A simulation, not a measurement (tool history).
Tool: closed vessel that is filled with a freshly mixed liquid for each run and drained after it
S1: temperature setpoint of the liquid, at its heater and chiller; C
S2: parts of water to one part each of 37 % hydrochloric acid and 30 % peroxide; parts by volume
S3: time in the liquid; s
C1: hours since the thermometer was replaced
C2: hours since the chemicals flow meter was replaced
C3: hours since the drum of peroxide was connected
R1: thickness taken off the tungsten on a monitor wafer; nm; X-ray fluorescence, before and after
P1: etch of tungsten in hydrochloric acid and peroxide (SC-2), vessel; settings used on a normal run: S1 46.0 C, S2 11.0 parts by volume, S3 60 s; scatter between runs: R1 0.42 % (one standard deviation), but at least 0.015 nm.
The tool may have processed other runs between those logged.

Run 1, hour 7.6: S1 46.0 C, S2 11.0 parts by volume, S3 60 s; C1 226.2; C2 869.8; C3 520.1. Result: R1 6.3611 nm.
Run 2, hour 13.9: S1 46.0 C, S2 11.0 parts by volume, S3 30 s; C1 232.5; C2 876.1; C3 526.4. Result: R1 3.1571 nm.
Run 3, hour 25.1: S1 60.0 C, S2 11.0 parts by volume, S3 60 s; C1 243.7; C2 887.3; C3 537.6. Result: R1 15.9300 nm.
Run 4, hour 35.9: S1 55.5 C, S2 11.0 parts by volume, S3 100 s; C1 254.5; C2 898.1; C3 548.4. Result: R1 19.9010 nm.
Run 5, hour 41.2: S1 46.0 C, S2 19.0 parts by volume, S3 60 s; C1 259.8; C2 903.4; C3 553.7. Result: R1 3.9080 nm.
Run 6, hour 51.1: S1 46.0 C, S2 11.0 parts by volume, S3 60 s; C1 269.7; C2 913.3; C3 563.6. Result: R1 6.3410 nm.
Run 7, hour 57.0: S1 46.0 C, S2 11.0 parts by volume, S3 100 s; C1 275.6; C2 919.2; C3 569.5. Result: R1 10.6380 nm.
Run 8, hour 65.3: S1 46.0 C, S2 4.0 parts by volume, S3 60 s; C1 283.9; C2 927.5; C3 577.8. Result: R1 13.7390 nm.
Run 9, hour 73.2: S1 46.0 C, S2 11.0 parts by volume, S3 60 s; C1 291.8; C2 935.4; C3 585.7. Result: R1 6.3509 nm.
Run 10, hour 81.7: S1 60.0 C, S2 6.5 parts by volume, S3 60 s; C1 300.3; C2 943.9; C3 594.2. Result: R1 24.5340 nm.
Run 11, hour 88.8: S1 46.0 C, S2 11.0 parts by volume, S3 60 s; C1 307.4; C2 951.0; C3 601.3. Result: R1 6.3818 nm.
Run 12, hour 98.0: S1 35.5 C, S2 11.0 parts by volume, S3 60 s; C1 316.6; C2 960.2; C3 610.5. Result: R1 3.0071 nm.
Run 13, hour 105.4: S1 46.0 C, S2 11.0 parts by volume, S3 60 s; C1 324.0; C2 967.6; C3 617.9. Result: R1 6.4304 nm.
Run 14, hour 113.6: S1 46.0 C, S2 11.0 parts by volume, S3 60 s; C1 332.2; C2 975.8; C3 626.1. Result: R1 6.3887 nm.
Run 15, hour 118.6: S1 46.0 C, S2 11.0 parts by volume, S3 60 s; C1 337.2; C2 980.8; C3 631.1. Result: R1 6.5503 nm.
Run 16, hour 125.7: S1 46.0 C, S2 11.0 parts by volume, S3 60 s; C1 344.3; C2 987.9; C3 638.2. Result: R1 6.6809 nm.
Run 17, hour 134.6: S1 46.0 C, S2 11.0 parts by volume, S3 60 s; C1 353.2; C2 996.8; C3 647.1. Result: R1 6.8337 nm.
Run 18, hour 143.8: S1 46.0 C, S2 11.0 parts by volume, S3 60 s; C1 362.4; C2 1006.0; C3 656.3. Result: R1 6.8837 nm.
Run 19, hour 150.2: S1 46.0 C, S2 11.0 parts by volume, S3 60 s; C1 368.8; C2 1012.4; C3 662.7. Result: R1 6.8110 nm.
Run 20, hour 159.3: S1 46.0 C, S2 11.0 parts by volume, S3 60 s; C1 377.9; C2 1021.5; C3 671.8. Result: R1 6.8532 nm.

Compared with where it was, what P1 gives has crept away. Each cause listed below fits the log as well as the rest, at the size given for it:
A: liquid hotter than its thermometer reads (K) = 1.11
B: chemicals flow above the setpoint (%) = 9.37
The onset of the drift is placed at about hour 113.6.
The rest of the possible causes, and what rules out each one:
peroxide weaker than its label (%): limited to 8, which would change R1 by -7.4 %, either short of the creep or opposite in sign

Of the 4 check runs below, each run on 3 wafers with the results averaged and each result still a question mark, which one would tell the listed causes apart?
Run check 1, hour 168.4: S1 35.5 C, S2 4.0 parts by volume, S3 60 s. Result: R1 ?.
Run check 2, hour 168.4: S1 46.0 C, S2 18.5 parts by volume, S3 60 s. Result: R1 ?.
Run check 3, hour 168.4: S1 55.0 C, S2 11.0 parts by volume, S3 60 s. Result: R1 ?.
Run check 4, hour 168.4: S1 46.0 C, S2 19.0 parts by volume, S3 60 s. Result: R1 ?.

Predicted outcomes, by check and by cause:
  check  result     if A     if B
check 1      R1   7.1169   6.9622
check 2      R1   4.3525   4.3737
check 3      R1  12.4350  12.4810
check 4      R1   4.2489   4.2705
How far apart the two closest causes lie, in the result that separates them most: check 1 2.2 %; check 2 0.49 %; check 3 0.37 %; check 4 0.51 %
Only in check 1 would the causes give clearly different results; in the remaining checks their results would be nearly the same.

Check 1 was carried out, with these results: R1 6.9659 nm. Which of the listed causes is responsible?

Of the candidate causes, it is B: chemicals flow above the setpoint (%).

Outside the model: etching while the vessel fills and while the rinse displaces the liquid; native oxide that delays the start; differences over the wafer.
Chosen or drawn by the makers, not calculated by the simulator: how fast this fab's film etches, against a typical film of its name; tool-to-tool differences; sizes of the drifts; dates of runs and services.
